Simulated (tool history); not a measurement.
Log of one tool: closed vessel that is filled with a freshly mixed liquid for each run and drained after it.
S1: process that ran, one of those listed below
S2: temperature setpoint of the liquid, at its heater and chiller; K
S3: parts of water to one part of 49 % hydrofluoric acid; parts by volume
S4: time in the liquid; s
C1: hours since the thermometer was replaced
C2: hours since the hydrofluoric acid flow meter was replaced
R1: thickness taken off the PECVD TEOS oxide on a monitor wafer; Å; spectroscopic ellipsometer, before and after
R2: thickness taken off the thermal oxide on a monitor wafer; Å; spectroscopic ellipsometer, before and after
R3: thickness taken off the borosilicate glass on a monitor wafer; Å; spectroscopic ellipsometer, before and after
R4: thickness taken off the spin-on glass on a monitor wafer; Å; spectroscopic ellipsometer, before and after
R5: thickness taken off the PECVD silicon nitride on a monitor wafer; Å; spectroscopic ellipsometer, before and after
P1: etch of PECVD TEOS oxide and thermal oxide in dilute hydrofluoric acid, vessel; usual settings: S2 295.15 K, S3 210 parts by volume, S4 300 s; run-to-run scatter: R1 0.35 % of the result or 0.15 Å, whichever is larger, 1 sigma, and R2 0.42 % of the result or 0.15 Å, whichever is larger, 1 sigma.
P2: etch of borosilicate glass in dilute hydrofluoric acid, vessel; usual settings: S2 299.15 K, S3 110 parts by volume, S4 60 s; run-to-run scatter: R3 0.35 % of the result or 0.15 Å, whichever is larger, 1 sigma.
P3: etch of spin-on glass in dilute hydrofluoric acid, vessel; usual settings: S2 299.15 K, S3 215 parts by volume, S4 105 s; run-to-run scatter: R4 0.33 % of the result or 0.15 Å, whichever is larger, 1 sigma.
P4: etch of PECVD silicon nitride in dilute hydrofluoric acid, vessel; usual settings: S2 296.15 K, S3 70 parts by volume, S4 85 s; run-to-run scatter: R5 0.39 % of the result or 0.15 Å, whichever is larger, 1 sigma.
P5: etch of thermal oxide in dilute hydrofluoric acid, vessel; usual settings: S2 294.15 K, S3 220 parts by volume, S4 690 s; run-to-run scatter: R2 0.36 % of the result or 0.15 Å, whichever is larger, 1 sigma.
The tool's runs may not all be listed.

{"run": 1, "hour": 5.7, "S1": "P1", "S2": 295.15, "S3": 210, "S4": 300, "C1": 1901.2, "C2": 657.6, "R1": 331.15, "R2": 56.373}
{"run": 2, "hour": 9.6, "S1": "P2", "S2": 299.15, "S3": 110, "S4": 60, "C1": 1905.1, "C2": 661.5, "R3": 137.69}
{"run": 3, "hour": 16.1, "S1": "P5", "S2": 294.15, "S3": 220, "S4": 690, "C1": 1911.6, "C2": 668.0, "R2": 117.9}
{"run": 4, "hour": 22.7, "S1": "P1", "S2": 295.15, "S3": 380, "S4": 300, "C1": 1918.2, "C2": 674.6, "R1": 156.67, "R2": 26.308}
{"run": 5, "hour": 25.7, "S1": "P2", "S2": 299.15, "S3": 110, "S4": 30, "C1": 1921.2, "C2": 677.6, "R3": 68.74}
{"run": 6, "hour": 28.8, "S1": "P3", "S2": 299.15, "S3": 215, "S4": 105, "C1": 1924.3, "C2": 680.7, "R4": 167.47}
{"run": 7, "hour": 32.1, "S1": "P5", "S2": 294.15, "S3": 220, "S4": 1340, "C1": 1927.6, "C2": 684.0, "R2": 228.26}
{"run": 8, "hour": 36.3, "S1": "P5", "S2": 300.65, "S3": 220, "S4": 690, "C1": 1931.8, "C2": 688.2, "R2": 150.01}
{"run": 9, "hour": 40.3, "S1": "P1", "S2": 298.65, "S3": 80, "S4": 300, "C1": 1935.8, "C2": 692.2, "R1": 1157.7, "R2": 196.08}
{"run": 10, "hour": 43.7, "S1": "P1", "S2": 290.15, "S3": 210, "S4": 300, "C1": 1939.2, "C2": 695.6, "R1": 273.49, "R2": 46.741}
{"run": 11, "hour": 49.8, "S1": "P5", "S2": 294.15, "S3": 355, "S4": 690, "C1": 1945.3, "C2": 701.7, "R2": 64.435}
{"run": 12, "hour": 55.0, "S1": "P1", "S2": 295.15, "S3": 210, "S4": 300, "C1": 1950.5, "C2": 706.9, "R1": 330.0, "R2": 56.432}
{"run": 13, "hour": 59.8, "S1": "P4", "S2": 296.15, "S3": 70, "S4": 85, "C1": 1955.3, "C2": 711.7, "R5": 63.956}
{"run": 14, "hour": 64.3, "S1": "P5", "S2": 294.15, "S3": 220, "S4": 690, "C1": 1959.8, "C2": 716.2, "R2": 117.69}
{"run": 15, "hour": 68.6, "S1": "P3", "S2": 293.15, "S3": 215, "S4": 105, "C1": 1964.1, "C2": 720.5, "R4": 134.19}
{"run": 16, "hour": 73.5, "S1": "P1", "S2": 302.65, "S3": 210, "S4": 300, "C1": 1969.0, "C2": 725.4, "R1": 437.74, "R2": 73.964}
{"run": 17, "hour": 77.9, "S1": "P1", "S2": 295.15, "S3": 55, "S4": 300, "C1": 1973.4, "C2": 729.8, "R1": 1515.8, "R2": 255.74}
{"run": 18, "hour": 84.4, "S1": "P3", "S2": 299.15, "S3": 215, "S4": 105, "C1": 1979.9, "C2": 736.3, "R4": 166.85}
{"run": 19, "hour": 89.2, "S1": "P1", "S2": 295.15, "S3": 210, "S4": 300, "C1": 1984.7, "C2": 741.1, "R1": 332.95, "R2": 56.821}
{"run": 20, "hour": 93.4, "S1": "P4", "S2": 296.15, "S3": 95, "S4": 85, "C1": 1988.9, "C2": 745.3, "R5": 47.617}
{"run": 21, "hour": 98.9, "S1": "P3", "S2": 299.15, "S3": 310, "S4": 105, "C1": 1994.4, "C2": 750.8, "R4": 104.28}
{"run": 22, "hour": 103.9, "S1": "P1", "S2": 298.15, "S3": 135, "S4": 300, "C1": 1999.4, "C2": 755.8, "R1": 622.87, "R2": 105.51}
{"run": 23, "hour": 110.1, "S1": "P3", "S2": 299.15, "S3": 215, "S4": 155, "C1": 2005.6, "C2": 762.0, "R4": 245.48}
{"run": 24, "hour": 116.8, "S1": "P1", "S2": 295.15, "S3": 210, "S4": 300, "C1": 2012.3, "C2": 768.7, "R1": 333.42, "R2": 56.375}
{"run": 25, "hour": 120.9, "S1": "P4", "S2": 296.15, "S3": 70, "S4": 30, "C1": 2016.4, "C2": 772.8, "R5": 22.286}
{"run": 26, "hour": 126.4, "S1": "P1", "S2": 295.15, "S3": 210, "S4": 585, "C1": 2021.9, "C2": 778.3, "R1": 645.94, "R2": 109.06}
{"run": 27, "hour": 130.6, "S1": "P2", "S2": 293.65, "S3": 110, "S4": 60, "C1": 2026.1, "C2": 782.5, "R3": 110.92}
{"run": 28, "hour": 136.5, "S1": "P2", "S2": 299.15, "S3": 65, "S4": 60, "C1": 2032.0, "C2": 788.4, "R3": 248.69}
{"run": 29, "hour": 139.6, "S1": "P4", "S2": 300.65, "S3": 70, "S4": 85, "C1": 2035.1, "C2": 791.5, "R5": 86.348}

The next listed run, before its measurement:
{"run": 30, "hour": 144.3, "S1": "P2", "S2": 299.15, "S3": 110, "S4": 60, "C1": 2039.8, "C2": 796.2, "R3": "?"}

R3: 137.92 Å
